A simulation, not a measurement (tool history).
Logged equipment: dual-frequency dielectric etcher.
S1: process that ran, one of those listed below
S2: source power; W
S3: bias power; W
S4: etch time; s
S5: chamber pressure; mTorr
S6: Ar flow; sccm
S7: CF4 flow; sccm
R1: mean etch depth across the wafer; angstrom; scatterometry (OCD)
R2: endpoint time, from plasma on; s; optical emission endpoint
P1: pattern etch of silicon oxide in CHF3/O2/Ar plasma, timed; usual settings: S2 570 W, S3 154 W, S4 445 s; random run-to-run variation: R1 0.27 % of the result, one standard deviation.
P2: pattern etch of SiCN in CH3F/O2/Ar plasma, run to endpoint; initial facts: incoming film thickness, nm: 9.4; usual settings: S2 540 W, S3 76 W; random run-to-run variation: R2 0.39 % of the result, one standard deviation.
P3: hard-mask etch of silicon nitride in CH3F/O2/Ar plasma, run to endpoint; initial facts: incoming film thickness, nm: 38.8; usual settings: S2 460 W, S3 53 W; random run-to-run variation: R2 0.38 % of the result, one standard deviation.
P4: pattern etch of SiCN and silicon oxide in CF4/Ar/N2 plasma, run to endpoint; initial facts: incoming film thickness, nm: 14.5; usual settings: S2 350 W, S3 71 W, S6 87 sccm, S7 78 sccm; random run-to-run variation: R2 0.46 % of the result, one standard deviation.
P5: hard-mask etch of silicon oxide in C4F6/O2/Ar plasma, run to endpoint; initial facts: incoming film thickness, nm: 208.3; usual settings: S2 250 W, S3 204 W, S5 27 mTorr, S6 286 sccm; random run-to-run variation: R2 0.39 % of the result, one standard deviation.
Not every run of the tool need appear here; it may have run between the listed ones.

run 1 day=0.433 | S1=P1 S2=570 S3=154 S4=445 | R1=8496.7
run 2 day=1.167 | S1=P1 S2=570 S3=118 S4=445 | R1=7795
run 3 day=1.604 | S1=P1 S2=350 S3=154 S4=445 | R1=7001.9
run 4 day=2.192 | S1=P5 S2=250 S3=204 S5=36.5 S6=286 | R2=77.665
run 5 day=2.725 | S1=P1 S2=570 S3=154 S4=445 | R1=8469.4
run 6 day=3.254 | S1=P4 S2=350 S3=71 S6=87 S7=94 | R2=19.75
-- day=3.396 wet clean of the chamber
run 7 day=3.779 | S1=P4 S2=260 S3=71 S6=87 S7=78 | R2=26.334
run 8 day=4.521 | S1=P2 S2=540 S3=76 | R2=22.142
run 9 day=4.921 | S1=P1 S2=570 S3=154 S4=445 | R1=8467.3
run 10 day=5.3 | S1=P4 S2=350 S3=71 S6=53 S7=78 | R2=19.068
run 11 day=5.875 | S1=P4 S2=350 S3=71 S6=87 S7=78 | R2=20.38
run 12 day=6.233 | S1=P4 S2=350 S3=51 S6=87 S7=78 | R2=22.666
run 13 day=6.8 | S1=P1 S2=570 S3=154 S4=445 | R1=8466.7
run 14 day=7.471 | S1=P5 S2=250 S3=204 S5=27 S6=170 | R2=70.533
run 15 day=8.158 | S1=P2 S2=540 S3=107 | R2=19.391
run 16 day=8.929 | S1=P1 S2=570 S3=204 S4=445 | R1=9314.1
run 17 day=9.529 | S1=P5 S2=180 S3=204 S5=27 S6=286 | R2=85.448
run 18 day=10.025 | S1=P1 S2=570 S3=154 S4=245 | R1=4672.4
-- day=10.321 source power generator calibrated
run 19 day=10.683 | S1=P2 S2=310 S3=76 | R2=27.092
run 20 day=11.142 | S1=P1 S2=570 S3=154 S4=445 | R1=8493.2
run 21 day=11.679 | S1=P3 S2=460 S3=53 | R2=58.784
run 22 day=12.071 | S1=P3 S2=640 S3=53 | R2=51.503
run 23 day=12.471 | S1=P1 S2=690 S3=154 S4=445 | R1=9128
run 24 day=12.992 | S1=P5 S2=250 S3=204 S5=27 S6=286 | R2=74.268
run 25 day=13.792 | S1=P5 S2=250 S3=282 S5=27 S6=286 | R2=66.633
run 26 day=14.592 | S1=P3 S2=460 S3=70 | R2=53.352
run 27 day=15.079 | S1=P1 S2=570 S3=154 S4=445 | R1=8456.6
run 28 day=15.854 | S1=P1 S2=350 S3=198 S4=445 | R1=7655.2
run 29 day=16.571 | S1=P3 S2=460 S3=53 | R2=58.163
run 30 day=16.975 | S1=P1 S2=570 S3=154 S4=634.5 | R1=12097
run 31 day=17.729 | S1=P1 S2=570 S3=154 S4=445 | R1=8477.6
run 32 day=18.075 | S1=P1 S2=570 S3=154 S4=445 | R1=8460.2
run 33 day=18.788 | S1=P1 S2=570 S3=154 S4=445 | R1=8554.9
run 34 day=19.175 | S1=P1 S2=570 S3=154 S4=445 | R1=8552.7
run 35 day=19.929 | S1=P1 S2=570 S3=154 S4=445 | R1=8547.7
run 36 day=20.371 | S1=P1 S2=570 S3=154 S4=445 | R1=8543.4
run 37 day=20.954 | S1=P1 S2=570 S3=154 S4=445 | R1=8595.1
run 38 day=21.404 | S1=P1 S2=570 S3=154 S4=445 | R1=8571.1
-- day=21.888 wet clean of the chamber
run 39 day=22.062 | S1=P1 S2=570 S3=154 S4=445 | R1=8570.4
run 40 day=22.525 | S1=P1 S2=570 S3=154 S4=445 | R1=8597.3
run 41 day=22.888 | S1=P1 S2=570 S3=154 S4=445 | R1=8588.4
run 42 day=23.521 | S1=P1 S2=570 S3=154 S4=445 | R1=8556.2

Something has made what P1 gives creep away from where it was; the 2 causes below, each at its own stated size, fit the log equally well:
A: bias power that arrives over what is set, % = 4.59
B: source power that arrives over what is set, % = 3.89
The process output started creeping at around day 17.729.
Every other cause this tool's parts could produce, and why it does not fit the log:
chamber walls in a state that raises the etch rate, %: serviced at day 21.888, after the change had begun; the process did not return to its earlier output

You are offered 4 check runs, listed below with question marks in place of their results; each one averages 3 wafers. Which run separates the listed causes by giving clearly different results for each?
run check 1 day=24.154 | S1=P3 S2=530 S3=53 | R2=?
run check 2 day=24.154 | S1=P5 S2=200 S3=204 S5=27 S6=225 | R2=?
run check 3 day=24.154 | S1=P4 S2=350 S3=55 S6=67 S7=78 | R2=?
run check 4 day=24.154 | S1=P2 S2=360 S3=102 | R2=?

Outcome of each check run for each possible cause:
check=check_1 result=R2 if_A=54.518 if_B=54.468
check=check_2 result=R2 if_A=78.05 if_B=78.11
check=check_3 result=R2 if_A=20.938 if_B=20.511
check=check_4 result=R2 if_A=22.608 if_B=22.679
How far apart the two closest causes lie, in the result that separates them most: check 1 0.09 %; check 2 0.08 %; check 3 2.06 %; check 4 0.31 %
The other checks would show nearly matching results whichever cause is true, so check 3 is the only one that separates the causes.

Here is what check 3 returned: R2 20.947 s. Which cause is it?

The correct cause is A, namely: bias power that arrives over what is set, %.
